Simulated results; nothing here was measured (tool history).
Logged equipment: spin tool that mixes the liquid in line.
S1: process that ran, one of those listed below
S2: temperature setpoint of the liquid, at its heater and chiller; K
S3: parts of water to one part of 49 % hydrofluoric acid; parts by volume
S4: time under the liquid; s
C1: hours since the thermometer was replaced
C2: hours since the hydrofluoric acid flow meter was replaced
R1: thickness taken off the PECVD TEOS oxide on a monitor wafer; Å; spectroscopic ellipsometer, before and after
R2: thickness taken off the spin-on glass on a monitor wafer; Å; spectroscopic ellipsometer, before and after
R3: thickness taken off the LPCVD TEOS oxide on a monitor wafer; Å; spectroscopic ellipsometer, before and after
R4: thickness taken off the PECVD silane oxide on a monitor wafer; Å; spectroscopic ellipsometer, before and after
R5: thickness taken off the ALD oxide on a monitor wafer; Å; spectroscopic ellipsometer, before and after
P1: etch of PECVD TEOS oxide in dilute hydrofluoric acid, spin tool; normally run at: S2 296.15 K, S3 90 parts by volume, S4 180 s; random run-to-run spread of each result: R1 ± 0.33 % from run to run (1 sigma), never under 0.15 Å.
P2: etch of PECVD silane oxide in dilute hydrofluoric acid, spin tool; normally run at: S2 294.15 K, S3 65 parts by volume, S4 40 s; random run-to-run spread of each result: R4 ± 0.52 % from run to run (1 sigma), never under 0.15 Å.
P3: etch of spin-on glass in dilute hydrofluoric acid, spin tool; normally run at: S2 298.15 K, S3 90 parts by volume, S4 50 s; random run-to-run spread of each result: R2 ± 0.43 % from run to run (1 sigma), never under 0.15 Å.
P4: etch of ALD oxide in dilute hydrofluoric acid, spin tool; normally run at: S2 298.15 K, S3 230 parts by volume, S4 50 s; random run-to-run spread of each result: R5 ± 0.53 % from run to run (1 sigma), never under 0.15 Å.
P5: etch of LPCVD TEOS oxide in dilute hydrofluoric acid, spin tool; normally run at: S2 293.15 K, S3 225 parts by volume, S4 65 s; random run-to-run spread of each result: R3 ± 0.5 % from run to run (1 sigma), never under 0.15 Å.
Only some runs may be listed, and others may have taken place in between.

Run 1, hour 5.5: S1 P1, S2 296.15 K, S3 90 parts by volume, S4 180 s; C1 197.3; C2 301.9. Result: R1 337.93 Å.
Run 2, hour 10.2: S1 P1, S2 302.15 K, S3 90 parts by volume, S4 270 s; C1 202; C2 306.6. Result: R1 639.87 Å.
Run 3, hour 13.8: S1 P1, S2 296.15 K, S3 90 parts by volume, S4 180 s; C1 205.6; C2 310.2. Result: R1 337.46 Å.
Run 4, hour 17.1: S1 P1, S2 296.15 K, S3 90 parts by volume, S4 180 s; C1 208.9; C2 313.5. Result: R1 335.59 Å.
Run 5, hour 22.4: S1 P1, S2 290.15 K, S3 90 parts by volume, S4 180 s; C1 214.2; C2 318.8. Result: R1 262.82 Å.
Run 6, hour 27.8: S1 P1, S2 296.15 K, S3 45 parts by volume, S4 180 s; C1 219.6; C2 324.2. Result: R1 715.11 Å.
Run 7, hour 33.1: S1 P3, S2 298.15 K, S3 160 parts by volume, S4 50 s; C1 224.9; C2 329.5. Result: R2 157.06 Å.
Run 8, hour 38.3: S1 P3, S2 298.15 K, S3 90 parts by volume, S4 50 s; C1 230.1; C2 334.7. Result: R2 304.53 Å.
Run 9, hour 44.1: S1 P5, S2 293.15 K, S3 225 parts by volume, S4 65 s; C1 235.9; C2 340.5. Result: R3 51.135 Å.
Run 10, hour 48.7: S1 P1, S2 296.15 K, S3 130 parts by volume, S4 180 s; C1 240.5; C2 345.1. Result: R1 223.16 Å.
Run 11, hour 52.1: S1 P1, S2 296.15 K, S3 90 parts by volume, S4 180 s; C1 243.9; C2 348.5. Result: R1 338.32 Å.
Run 12, hour 56.2: S1 P1, S2 296.15 K, S3 90 parts by volume, S4 335 s; C1 248; C2 352.6. Result: R1 631.88 Å.
Run 13, hour 60.1: S1 P2, S2 294.15 K, S3 115 parts by volume, S4 40 s; C1 251.9; C2 356.5. Result: R4 124.42 Å.
Run 14, hour 65.1: S1 P4, S2 292.65 K, S3 230 parts by volume, S4 50 s; C1 256.9; C2 361.5. Result: R5 47.178 Å.
Run 15, hour 69: S1 P5, S2 293.15 K, S3 225 parts by volume, S4 15 s; C1 260.8; C2 365.4. Result: R3 12.113 Å.
Run 16, hour 73.6: S1 P1, S2 300.15 K, S3 90 parts by volume, S4 285 s; C1 265.4; C2 370. Result: R1 625.82 Å.
Run 17, hour 76.8: S1 P5, S2 290.15 K, S3 225 parts by volume, S4 65 s; C1 268.6; C2 373.2. Result: R3 45.463 Å.
Run 18, hour 81.1: S1 P2, S2 290.15 K, S3 65 parts by volume, S4 40 s; C1 272.9; C2 377.5. Result: R4 197.15 Å.
Run 19, hour 87.7: S1 P4, S2 298.15 K, S3 230 parts by volume, S4 50 s; C1 279.5; C2 384.1. Result: R5 58.025 Å.
Run 20, hour 92.4: S1 P1, S2 296.15 K, S3 45 parts by volume, S4 20 s; C1 284.2; C2 388.8. Result: R1 79.687 Å.
Run 21, hour 97.3: S1 P4, S2 298.15 K, S3 55 parts by volume, S4 50 s; C1 289.1; C2 393.7. Result: R5 302.21 Å.
Run 22, hour 102.9: S1 P1, S2 296.15 K, S3 90 parts by volume, S4 15 s; C1 294.7; C2 399.3. Result: R1 27.839 Å.
Run 23, hour 109: S1 P4, S2 298.15 K, S3 230 parts by volume, S4 15 s; C1 300.8; C2 405.4. Result: R5 17.605 Å.
Run 24, hour 112.1: S1 P3, S2 306.15 K, S3 90 parts by volume, S4 50 s; C1 303.9; C2 408.5. Result: R2 411.72 Å.
Run 25, hour 118.7: S1 P1, S2 301.65 K, S3 90 parts by volume, S4 180 s; C1 310.5; C2 415.1. Result: R1 420.43 Å.
At hour 120: hydrofluoric acid flow meter replaced.
Run 26, hour 123.1: S1 P1, S2 296.15 K, S3 90 parts by volume, S4 180 s; C1 314.9; C2 3.1. Result: R1 337.06 Å.
Run 27, hour 128.3: S1 P2, S2 294.15 K, S3 65 parts by volume, S4 40 s; C1 320.1; C2 8.3. Result: R4 235.09 Å.
Run 28, hour 131.8: S1 P2, S2 294.15 K, S3 65 parts by volume, S4 80 s; C1 323.6; C2 11.8. Result: R4 468.34 Å.
Run 29, hour 137.4: S1 P3, S2 298.15 K, S3 90 parts by volume, S4 15 s; C1 329.2; C2 17.4. Result: R2 91.076 Å.
Run 30, hour 144.1: S1 P5, S2 293.15 K, S3 410 parts by volume, S4 65 s; C1 335.9; C2 24.1. Result: R3 23.906 Å.
Run 31, hour 148.7: S1 P5, S2 293.15 K, S3 225 parts by volume, S4 65 s; C1 340.5; C2 28.7. Result: R3 51.565 Å.
Run 32, hour 152.2: S1 P1, S2 296.15 K, S3 90 parts by volume, S4 180 s; C1 344; C2 32.2. Result: R1 337.84 Å.
Run 33, hour 157.9: S1 P1, S2 296.15 K, S3 90 parts by volume, S4 180 s; C1 349.7; C2 37.9. Result: R1 353.57 Å.
Run 34, hour 164: S1 P1, S2 296.15 K, S3 90 parts by volume, S4 180 s; C1 355.8; C2 44. Result: R1 361.64 Å.
Run 35, hour 170.5: S1 P1, S2 296.15 K, S3 90 parts by volume, S4 180 s; C1 362.3; C2 50.5. Result: R1 369.54 Å.
Run 36, hour 174.6: S1 P1, S2 296.15 K, S3 90 parts by volume, S4 180 s; C1 366.4; C2 54.6. Result: R1 368.22 Å.
Run 37, hour 179.6: S1 P1, S2 296.15 K, S3 90 parts by volume, S4 180 s; C1 371.4; C2 59.6. Result: R1 371.89 Å.
Run 38, hour 185.1: S1 P1, S2 296.15 K, S3 90 parts by volume, S4 180 s; C1 376.9; C2 65.1. Result: R1 370.91 Å.
Run 39, hour 189.2: S1 P1, S2 296.15 K, S3 90 parts by volume, S4 180 s; C1 381; C2 69.2. Result: R1 370.43 Å.

P1 has crept away from where it was. The log is fitted equally well by each of these 2 causes, at the sizes shown:
A: liquid hotter than its thermometer reads (K) = 2.43
B: hydrofluoric acid flow above the setpoint (%) = 9.12
The onset of the drift is placed at about hour 152.2.

Consider the 4 check runs below, whose results appear as question marks and each of which averages 3 wafers. Which one distinguishes the causes, in that each cause would give it a clearly different result?
Run check 1, hour 193.3: S1 P3, S2 298.15 K, S3 90 parts by volume, S4 20 s. Result: R2 ?.
Run check 2, hour 193.3: S1 P4, S2 298.15 K, S3 90 parts by volume, S4 15 s. Result: R5 ?.
Run check 3, hour 193.3: S1 P2, S2 290.15 K, S3 110 parts by volume, S4 40 s. Result: R4 ?.
Run check 4, hour 193.3: S1 P5, S2 293.15 K, S3 395 parts by volume, S4 65 s. Result: R3 ?.

What each check would give under each cause:
  check  result    if A    if B
check 1      R2  133.81  134.06
check 2      R5  57.927  58.033
check 3      R4  123.07  122.57
check 4      R3   27.43  28.318
Gap, in per cent, between the two causes that each check separates least, read from the result that separates them most: check 1 0.18 %; check 2 0.18 %; check 3 0.41 %; check 4 3.19 %
Check 4 distinguishes between the causes, while the remaining checks would return nearly the same result for all of them.

After running check 4, the following was obtained: R3 28.443 Å. Which cause does this point to?

B is the cause: hydrofluoric acid flow above the setpoint (%).
